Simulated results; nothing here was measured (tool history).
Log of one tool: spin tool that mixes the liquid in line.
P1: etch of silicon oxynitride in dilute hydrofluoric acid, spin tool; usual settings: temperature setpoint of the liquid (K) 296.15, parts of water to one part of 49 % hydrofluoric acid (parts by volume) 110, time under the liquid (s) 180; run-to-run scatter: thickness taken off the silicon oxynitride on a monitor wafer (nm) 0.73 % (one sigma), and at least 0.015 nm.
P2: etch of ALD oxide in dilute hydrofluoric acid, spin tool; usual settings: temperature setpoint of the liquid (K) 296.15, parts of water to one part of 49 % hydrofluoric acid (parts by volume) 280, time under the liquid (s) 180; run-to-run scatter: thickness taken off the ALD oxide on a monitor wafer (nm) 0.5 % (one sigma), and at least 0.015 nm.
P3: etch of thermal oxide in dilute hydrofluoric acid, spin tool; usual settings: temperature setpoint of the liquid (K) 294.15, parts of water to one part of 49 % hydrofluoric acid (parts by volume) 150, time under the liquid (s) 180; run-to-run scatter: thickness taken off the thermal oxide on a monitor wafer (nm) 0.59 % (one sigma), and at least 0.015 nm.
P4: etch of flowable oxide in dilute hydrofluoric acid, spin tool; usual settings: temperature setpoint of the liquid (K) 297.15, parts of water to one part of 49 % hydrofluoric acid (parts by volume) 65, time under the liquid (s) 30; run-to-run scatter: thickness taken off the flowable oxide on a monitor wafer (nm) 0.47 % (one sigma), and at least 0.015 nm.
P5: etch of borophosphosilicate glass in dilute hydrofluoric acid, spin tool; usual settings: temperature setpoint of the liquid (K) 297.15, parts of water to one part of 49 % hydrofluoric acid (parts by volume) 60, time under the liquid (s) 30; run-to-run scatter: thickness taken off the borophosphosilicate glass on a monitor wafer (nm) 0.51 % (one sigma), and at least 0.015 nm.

run,hour,process that ran,temperature setpoint of the liquid (K),parts of water to one part of 49 % hydrofluoric acid (parts by volume),time under the liquid (s),hours since the thermometer was replaced,hours since the hydrofluoric acid flow meter was replaced,thickness taken off the silicon oxynitride on a monitor wafer (nm),thickness taken off the flowable oxide on a monitor wafer (nm),thickness taken off the borophosphosilicate glass on a monitor wafer (nm),thickness taken off the thermal oxide on a monitor wafer (nm),thickness taken off the ALD oxide on a monitor wafer (nm)
1,3.9,P1,296.15,110,180,1004.2,499.6,3.4546,,,,
2,8,P4,297.15,65,30,1008.3,503.7,,18.987,,,
3,15.8,P5,302.65,60,30,1016.1,511.5,,,28.398,,
4,24,P3,294.15,150,180,1024.3,519.7,,,,4.7322,
5,32,P1,296.15,180,75,1032.3,527.7,0.83974,,,,
# hour 35.9: hydrofluoric acid flow meter replaced
6,37.2,P5,297.15,20,30,1037.5,1.4,,,71.522,,
7,45,P2,296.15,460,180,1045.3,9.2,,,,,2.8828
8,51.6,P5,297.15,60,50,1051.9,15.8,,,37.357,,
9,55.8,P1,300.65,110,180,1056.1,20,4.2345,,,,
10,59.9,P2,303.15,280,180,1060.2,24.1,,,,,6.9948
11,64.5,P1,296.15,35,180,1064.8,28.7,11.503,,,,
12,71.1,P4,297.15,65,15,1071.4,35.3,,9.4245,,,
13,78,P2,296.15,280,320,1078.3,42.2,,,,,9.8334
14,85.4,P4,297.15,20,30,1085.7,49.6,,65.407,,,
15,91,P1,291.15,110,180,1091.3,55.2,2.6594,,,,
16,97.3,P4,297.15,65,30,1097.6,61.5,,18.846,,,
17,105.6,P1,296.15,110,180,1105.9,69.8,3.4465,,,,
18,113.6,P1,296.15,110,180,1113.9,77.8,3.4215,,,,
19,118.2,P3,294.15,150,95,1118.5,82.4,,,,2.487,
20,126.4,P1,296.15,180,180,1126.7,90.6,1.9493,,,,
21,131.4,P5,297.15,60,30,1131.7,95.6,,,22.482,,
22,137.6,P1,296.15,110,180,1137.9,101.8,3.44,,,,
23,145.6,P1,296.15,110,180,1145.9,109.8,3.4843,,,,
24,152.1,P1,296.15,110,180,1152.4,116.3,3.4255,,,,
25,157.5,P2,296.15,280,180,1157.8,121.7,,,,,5.4952
26,161.7,P2,296.15,280,180,1162,125.9,,,,,5.4955
27,167.5,P1,296.15,110,15,1167.8,131.7,0.28864,,,,
28,173.7,P3,300.65,150,180,1174,137.9,,,,6.0407,
29,179.6,P4,304.65,65,30,1179.9,143.8,,25.614,,,
30,184.5,P3,294.15,150,180,1184.8,148.7,,,,4.7093,
31,188.9,P1,296.15,110,180,1189.2,153.1,3.4185,,,,
32,193.5,P3,294.15,30,180,1193.8,157.7,,,,27.171,
33,200.7,P1,296.15,40,260,1201,164.9,14.359,,,,
34,206,P1,296.15,110,285,1206.3,170.2,5.4303,,,,
35,212.1,P5,297.15,60,30,1212.4,176.3,,,22.427,,
36,218.2,P1,296.15,110,180,1218.5,182.4,3.4506,,,,
37,226,P1,296.15,110,180,1226.3,190.2,3.292,,,,
38,234.2,P1,296.15,110,180,1234.5,198.4,3.2628,,,,
39,240.4,P1,296.15,110,180,1240.7,204.6,3.2001,,,,
40,245.2,P1,296.15,110,180,1245.5,209.4,3.2026,,,,
41,252.6,P1,296.15,110,180,1252.9,216.8,3.1287,,,,
42,258.9,P1,296.15,110,180,1259.2,223.1,3.1193,,,,
43,265.7,P1,296.15,110,180,1266,229.9,3.1037,,,,
44,273.2,P1,296.15,110,180,1273.5,237.4,3.1069,,,,
45,279.4,P1,296.15,110,180,1279.7,243.6,3.0926,,,,
46,285.4,P1,296.15,110,180,1285.7,249.6,3.0846,,,,

What P1 gives has crept away from where it was. These 2 causes fit the log equally well, each at the size given:
A: liquid colder than its thermometer reads (K) = 2.05
B: hydrofluoric acid flow below the setpoint (%) = 8.57
The creep began at about hour 218.2.

4 check runs are offered, one wafer each, their results left as question marks. Which one tells the causes apart?
check 1,291.4,P3,294.15,45,105,,,,,,?,
check 2,291.4,P2,300.65,280,180,,,,,,,?
check 3,291.4,P4,297.15,45,30,,,,?,,,
check 4,291.4,P5,297.15,25,45,,,,,?,,

What each check would give under each cause:
check,result,if A,if B
check 1,thickness taken off the thermal oxide on a monitor wafer (nm),9.4645,9.3942
check 2,thickness taken off the ALD oxide on a monitor wafer (nm),6.0122,5.7342
check 3,thickness taken off the flowable oxide on a monitor wafer (nm),25.744,25.491
check 4,thickness taken off the borophosphosilicate glass on a monitor wafer (nm),77.973,77.52
How far apart the two closest causes lie, in the result that separates them most: check 1 0.75 %; check 2 4.74 %; check 3 0.99 %; check 4 0.58 %
Only check 2 tells the causes apart: in the others they would give nearly the same result.

Then check 2 was run and gave: thickness taken off the ALD oxide on a monitor wafer (nm) 5.7596. Which cause is it?

It is B: hydrofluoric acid flow below the setpoint (%).
